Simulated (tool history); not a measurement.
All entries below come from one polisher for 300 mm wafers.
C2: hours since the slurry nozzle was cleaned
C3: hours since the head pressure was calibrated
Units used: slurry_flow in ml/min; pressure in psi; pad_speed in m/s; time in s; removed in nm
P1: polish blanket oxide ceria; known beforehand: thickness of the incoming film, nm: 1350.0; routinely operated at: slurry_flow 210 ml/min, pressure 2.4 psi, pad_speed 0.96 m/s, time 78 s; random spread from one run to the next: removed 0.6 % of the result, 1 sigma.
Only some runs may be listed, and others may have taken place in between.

Run 1, hour 3.3: slurry_flow 210 ml/min, pressure 2.4 psi, pad_speed 0.96 m/s, time 78 s; wafers polished on this pad 911; C2 179.6; C3 405.6. Result: removed 252.21 nm.
Run 2, hour 8.7: slurry_flow 210 ml/min, pressure 2.4 psi, pad_speed 0.48 m/s, time 78 s; wafers polished on this pad 979; C2 185.0; C3 411.0. Result: removed 126.93 nm.
Run 3, hour 13.1: slurry_flow 210 ml/min, pressure 1.1 psi, pad_speed 0.96 m/s, time 78 s; wafers polished on this pad 1034; C2 189.4; C3 415.4. Result: removed 115.66 nm.
Run 4, hour 20.2: slurry_flow 210 ml/min, pressure 3.1 psi, pad_speed 0.96 m/s, time 39 s; wafers polished on this pad 1122; C2 196.5; C3 422.5. Result: removed 162.62 nm.
Run 5, hour 26.0: slurry_flow 210 ml/min, pressure 2.4 psi, pad_speed 0.96 m/s, time 78 s; wafers polished on this pad 1195; C2 202.3; C3 428.3. Result: removed 252.86 nm.
Run 6, hour 30.7: slurry_flow 280 ml/min, pressure 2.4 psi, pad_speed 0.96 m/s, time 78 s; wafers polished on this pad 1253; C2 207.0; C3 433.0. Result: removed 260.44 nm.
Run 7, hour 34.2: slurry_flow 210 ml/min, pressure 2.4 psi, pad_speed 0.96 m/s, time 78 s; wafers polished on this pad 1297; C2 210.5; C3 436.5. Result: removed 251.66 nm.
Run 8, hour 39.3: slurry_flow 210 ml/min, pressure 1.5 psi, pad_speed 0.96 m/s, time 45 s; wafers polished on this pad 1361; C2 215.6; C3 441.6. Result: removed 91.44 nm.
Run 9, hour 43.7: slurry_flow 210 ml/min, pressure 2.4 psi, pad_speed 0.96 m/s, time 58 s; wafers polished on this pad 1416; C2 220.0; C3 446.0. Result: removed 189.30 nm.
Run 10, hour 48.7: slurry_flow 210 ml/min, pressure 3.0 psi, pad_speed 0.96 m/s, time 78 s; wafers polished on this pad 1478; C2 225.0; C3 451.0. Result: removed 315.43 nm.
Run 11, hour 53.1: slurry_flow 125 ml/min, pressure 2.4 psi, pad_speed 0.96 m/s, time 78 s; wafers polished on this pad 1533; C2 229.4; C3 455.4. Result: removed 234.25 nm.
Run 12, hour 58.5: slurry_flow 210 ml/min, pressure 2.4 psi, pad_speed 0.96 m/s, time 78 s; wafers polished on this pad 1601; C2 234.8; C3 460.8. Result: removed 251.16 nm.
Run 13, hour 63.6: slurry_flow 210 ml/min, pressure 2.4 psi, pad_speed 1.46 m/s, time 78 s; wafers polished on this pad 1664; C2 239.9; C3 465.9. Result: removed 380.47 nm.
Run 14, hour 68.3: slurry_flow 210 ml/min, pressure 2.4 psi, pad_speed 0.96 m/s, time 116 s; wafers polished on this pad 1723; C2 244.6; C3 470.6. Result: removed 376.72 nm.
Run 15, hour 73.7: slurry_flow 210 ml/min, pressure 2.4 psi, pad_speed 0.96 m/s, time 78 s; wafers polished on this pad 1790; C2 250.0; C3 476.0. Result: removed 253.89 nm.
Run 16, hour 79.9: slurry_flow 210 ml/min, pressure 2.4 psi, pad_speed 0.96 m/s, time 78 s; wafers polished on this pad 1868; C2 256.2; C3 482.2. Result: removed 243.85 nm.
Run 17, hour 84.8: slurry_flow 210 ml/min, pressure 2.4 psi, pad_speed 0.96 m/s, time 78 s; wafers polished on this pad 1929; C2 261.1; C3 487.1. Result: removed 241.40 nm.
Run 18, hour 91.6: slurry_flow 210 ml/min, pressure 2.4 psi, pad_speed 0.96 m/s, time 78 s; wafers polished on this pad 2014; C2 267.9; C3 493.9. Result: removed 240.56 nm.
Run 19, hour 98.1: slurry_flow 210 ml/min, pressure 2.4 psi, pad_speed 0.96 m/s, time 78 s; wafers polished on this pad 2095; C2 274.4; C3 500.4. Result: removed 235.81 nm.
At hour 103.5: worn pad replaced by a new one.
Run 20, hour 103.6: slurry_flow 210 ml/min, pressure 2.4 psi, pad_speed 0.96 m/s, time 78 s; wafers polished on this pad 2; C2 279.9; C3 505.9. Result: removed 234.14 nm.
Run 21, hour 110.6: slurry_flow 210 ml/min, pressure 2.4 psi, pad_speed 0.96 m/s, time 78 s; wafers polished on this pad 89; C2 286.9; C3 512.9. Result: removed 231.05 nm.
Run 22, hour 117.7: slurry_flow 210 ml/min, pressure 2.4 psi, pad_speed 0.96 m/s, time 78 s; wafers polished on this pad 178; C2 294.0; C3 520.0. Result: removed 232.72 nm.

What P1 gives has crept off from where it sat before. The 2 causes that follow fit the log equally well, each at the size noted:
A: head's pressure below its setpoint, % = 7.72
B: slurry flow missing at the pad, % = 39.4
Creep in the process output first set in at about hour 73.7.
Ruled out, with reasons:
removal rate lost through wear of the pad, %: serviced at hour 103.5, which brought nothing back

Question marks stand in for the results of the 4 check runs listed below, each run on one wafer. Under which run would the listed causes show clearly different results?
Run check 1, hour 124.8: slurry_flow 210 ml/min, pressure 1.1 psi, pad_speed 0.96 m/s, time 111 s. Result: removed ?.
Run check 2, hour 124.8: slurry_flow 125 ml/min, pressure 2.4 psi, pad_speed 0.96 m/s, time 114 s. Result: removed ?.
Run check 3, hour 124.8: slurry_flow 210 ml/min, pressure 2.4 psi, pad_speed 0.58 m/s, time 78 s. Result: removed ?.
Run check 4, hour 124.8: slurry_flow 210 ml/min, pressure 1.9 psi, pad_speed 1.32 m/s, time 78 s. Result: removed ?.

Expected result of each check under each candidate cause:
  check   result    if A    if B
check 1  removed  152.22  152.20
check 2  removed  313.58  298.80
check 3  removed  141.00  140.98
check 4  removed  254.04  254.01
Per-check spread between the two closest causes, in the result where they differ most: check 1 0.01 %; check 2 4.83 %; check 3 0.01 %; check 4 0.01 %
The other checks would show nearly matching results whichever cause is true, so check 2 is the only one that separates the causes.

With check 2 done, the readings were: removed 298.25 nm. Identify which of the listed causes applies.

It is B: slurry flow missing at the pad, %.
